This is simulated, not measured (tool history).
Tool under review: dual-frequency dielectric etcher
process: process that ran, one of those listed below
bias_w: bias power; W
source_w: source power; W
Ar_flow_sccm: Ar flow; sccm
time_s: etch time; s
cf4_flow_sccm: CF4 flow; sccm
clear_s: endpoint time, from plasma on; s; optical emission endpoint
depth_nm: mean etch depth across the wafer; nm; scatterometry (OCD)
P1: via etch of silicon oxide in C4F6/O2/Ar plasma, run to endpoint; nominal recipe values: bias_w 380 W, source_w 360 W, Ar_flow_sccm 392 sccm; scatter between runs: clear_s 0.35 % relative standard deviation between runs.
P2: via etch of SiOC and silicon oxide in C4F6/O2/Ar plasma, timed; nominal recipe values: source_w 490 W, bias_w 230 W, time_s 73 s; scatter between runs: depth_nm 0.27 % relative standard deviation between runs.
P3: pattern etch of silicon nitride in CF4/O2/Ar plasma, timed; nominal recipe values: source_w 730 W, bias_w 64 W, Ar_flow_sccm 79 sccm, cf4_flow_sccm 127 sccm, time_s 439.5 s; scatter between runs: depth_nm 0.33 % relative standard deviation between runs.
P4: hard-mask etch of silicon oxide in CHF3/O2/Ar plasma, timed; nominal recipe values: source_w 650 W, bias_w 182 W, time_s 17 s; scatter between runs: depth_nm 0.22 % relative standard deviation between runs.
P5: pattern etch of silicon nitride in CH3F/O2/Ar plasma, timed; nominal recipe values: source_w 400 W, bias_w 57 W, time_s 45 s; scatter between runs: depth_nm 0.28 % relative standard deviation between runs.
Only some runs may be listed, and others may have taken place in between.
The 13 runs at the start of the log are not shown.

Run 14, hour 88.4: process P2, bias_w 230 W, source_w 490 W, time_s 73 s. Result: depth_nm 101.01 nm.
Run 15, hour 94.4: process P3, bias_w 64 W, source_w 910 W, Ar_flow_sccm 79 sccm, time_s 439.5 s, cf4_flow_sccm 127 sccm. Result: depth_nm 1660.6 nm.
At hour 94.7: Ar flow controller replaced.
At hour 95.5: bias power generator calibrated.
Run 16, hour 103: process P4, bias_w 182 W, source_w 650 W, time_s 17 s. Result: depth_nm 34.884 nm.
Run 17, hour 108.2: process P1, bias_w 300 W, source_w 360 W, Ar_flow_sccm 392 sccm. Result: clear_s 23.406 s.
Run 18, hour 116.5: process P1, bias_w 380 W, source_w 360 W, Ar_flow_sccm 392 sccm. Result: clear_s 21.459 s.
Run 19, hour 121.2: process P3, bias_w 64 W, source_w 730 W, Ar_flow_sccm 79 sccm, time_s 439.5 s, cf4_flow_sccm 127 sccm. Result: depth_nm 1366.8 nm.
Run 20, hour 128.6: process P1, bias_w 380 W, source_w 360 W, Ar_flow_sccm 392 sccm. Result: clear_s 21.449 s.
Run 21, hour 136.1: process P4, bias_w 112 W, source_w 650 W, time_s 17 s. Result: depth_nm 29.969 nm.
Run 22, hour 142.7: process P4, bias_w 182 W, source_w 440 W, time_s 17 s. Result: depth_nm 30.028 nm.
Run 23, hour 148.7: process P1, bias_w 380 W, source_w 500 W, Ar_flow_sccm 392 sccm. Result: clear_s 18.991 s.
Run 24, hour 155.6: process P4, bias_w 182 W, source_w 650 W, time_s 23.5 s. Result: depth_nm 48.417 nm.
Run 25, hour 159.9: process P3, bias_w 64 W, source_w 730 W, Ar_flow_sccm 79 sccm, time_s 566 s, cf4_flow_sccm 127 sccm. Result: depth_nm 1760.9 nm.
Run 26, hour 167.1: process P1, bias_w 380 W, source_w 240 W, Ar_flow_sccm 392 sccm. Result: clear_s 24.964 s.
Run 27, hour 175.1: process P2, bias_w 230 W, source_w 300 W, time_s 73 s. Result: depth_nm 84.002 nm.
Run 28, hour 179.6: process P1, bias_w 514 W, source_w 360 W, Ar_flow_sccm 392 sccm. Result: clear_s 19.143 s.
Run 29, hour 186.9: process P1, bias_w 380 W, source_w 360 W, Ar_flow_sccm 392 sccm. Result: clear_s 21.409 s.

Predict the results of run 30:
Run 30, hour 195.4: process P2, bias_w 143 W, source_w 490 W, time_s 73 s. Result: depth_nm ?.

Run 30 gave depth_nm 87 nm.
